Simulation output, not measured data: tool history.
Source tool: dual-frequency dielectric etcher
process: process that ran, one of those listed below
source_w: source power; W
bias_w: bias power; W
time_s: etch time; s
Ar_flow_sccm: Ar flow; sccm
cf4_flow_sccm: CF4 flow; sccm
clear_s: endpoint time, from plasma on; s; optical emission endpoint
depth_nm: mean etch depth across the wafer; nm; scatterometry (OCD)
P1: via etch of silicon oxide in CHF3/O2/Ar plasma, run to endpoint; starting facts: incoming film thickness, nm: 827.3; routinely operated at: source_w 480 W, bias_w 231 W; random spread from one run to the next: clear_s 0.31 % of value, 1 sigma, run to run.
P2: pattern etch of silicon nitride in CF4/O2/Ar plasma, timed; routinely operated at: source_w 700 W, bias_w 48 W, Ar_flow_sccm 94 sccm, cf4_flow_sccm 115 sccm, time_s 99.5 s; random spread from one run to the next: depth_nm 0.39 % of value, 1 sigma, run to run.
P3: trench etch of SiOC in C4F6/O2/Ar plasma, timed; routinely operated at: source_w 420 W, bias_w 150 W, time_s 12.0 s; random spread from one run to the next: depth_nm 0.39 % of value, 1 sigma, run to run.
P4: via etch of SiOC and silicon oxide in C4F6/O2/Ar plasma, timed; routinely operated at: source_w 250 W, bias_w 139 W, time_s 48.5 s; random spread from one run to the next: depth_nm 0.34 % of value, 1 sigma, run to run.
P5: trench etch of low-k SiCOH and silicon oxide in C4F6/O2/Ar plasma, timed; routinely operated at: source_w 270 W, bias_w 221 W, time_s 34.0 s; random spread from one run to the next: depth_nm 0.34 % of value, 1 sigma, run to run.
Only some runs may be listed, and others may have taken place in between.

run	hour	process	source_w	bias_w	time_s	Ar_flow_sccm	cf4_flow_sccm	clear_s	depth_nm
1	6.3	P1	480	231				423.74	
2	13.9	P3	250	150	12.0				19.975
3	22.0	P1	480	231				425.38	
4	29.8	P2	490	48	99.5	94	115		184.880
5	35.6	P5	210	221	34.0				89.287
6	41.0	P1	480	231				424.85	
7	50.6	P4	250	139	48.5				41.636
8	55.1	P4	250	139	48.5				41.851
9	60.2	P1	480	231				422.46	
# hour 62.3: source power generator calibrated
10	69.0	P4	250	92	48.5				36.842
11	78.1	P5	270	221	20.5				59.423
12	84.5	P1	480	325				375.66	
13	92.2	P1	480	231				424.96	
14	98.2	P1	480	231				423.96	
15	104.2	P2	700	48	99.5	75	115		258.740
16	112.3	P1	350	231				479.34	
17	119.9	P2	700	60	99.5	94	115		273.320
18	127.1	P3	420	94	12.0				21.542
19	132.9	P2	700	48	99.5	94	115		252.820
20	138.7	P3	420	150	12.0				24.614
21	145.2	P5	270	221	34.0				98.751
22	149.9	P1	670	231				374.33	
23	155.0	P1	480	231				422.62	
24	159.7	P2	700	48	99.5	94	151		260.260
25	167.4	P1	360	311				423.33	
26	176.2	P2	700	48	56.0	94	115		142.900
27	183.1	P3	420	150	12.0				24.429
28	191.0	P1	480	143				502.40	
29	195.7	P4	250	139	60.0				51.470
30	201.7	P1	640	285				353.10	
31	207.4	P5	270	130	34.0				82.869
32	212.0	P4	340	139	48.5				47.246
33	219.8	P3	420	150	15.0				30.543
34	225.3	P1	480	231				424.66	
35	230.3	P1	480	231				424.75	
36	238.3	P1	480	231				421.87	
37	242.7	P1	480	231				419.31	
38	250.7	P1	480	231				417.97	
39	256.3	P1	480	231				419.18	
# hour 260.9: wet clean of the chamber
40	262.8	P1	480	231				419.15	
41	270.3	P1	480	231				419.49	
42	278.5	P1	480	231				416.74	
43	286.4	P1	480	231				416.24	

P1 has crept away from where it was. The log is fitted equally well by each of these 2 causes, at the sizes shown:
A: source power that arrives over what is set, % = 4.24
B: bias power that arrives over what is set, % = 4.45
Onset of the creep was near hour 225.3.
Excluded causes, each with its reason:
chamber walls in a state that raises the etch rate, %: serviced at hour 260.9, which brought nothing back

Below are 4 check runs, each averaged over 2 wafers, with their results shown as question marks. Which of them would give clearly different results depending on which cause is behind the drift?
check 1	294.3	P4	250	117	48.5				?
check 2	294.3	P2	700	48	67.5	94	115		?
check 3	294.3	P3	420	123	12.0				?
check 4	294.3	P5	270	140	20.5				?

If the cause were each of the candidates in turn, the checks would give the following:
check	result	if A	if B
check 1	depth_nm	40.332	40.208
check 2	depth_nm	178.230	174.520
check 3	depth_nm	23.456	23.363
check 4	depth_nm	52.087	51.940
Per check, the gap between the least separated pair of causes, taken in the result that splits them most: check 1 0.31 %; check 2 2.11 %; check 3 0.4 %; check 4 0.28 %
The other checks would show nearly matching results whichever cause is true, so check 2 is the only one that separates the causes.

Here is what check 2 returned: depth_nm 178.710 nm. Which cause is it?

It was cause A: source power that arrives over what is set, %.
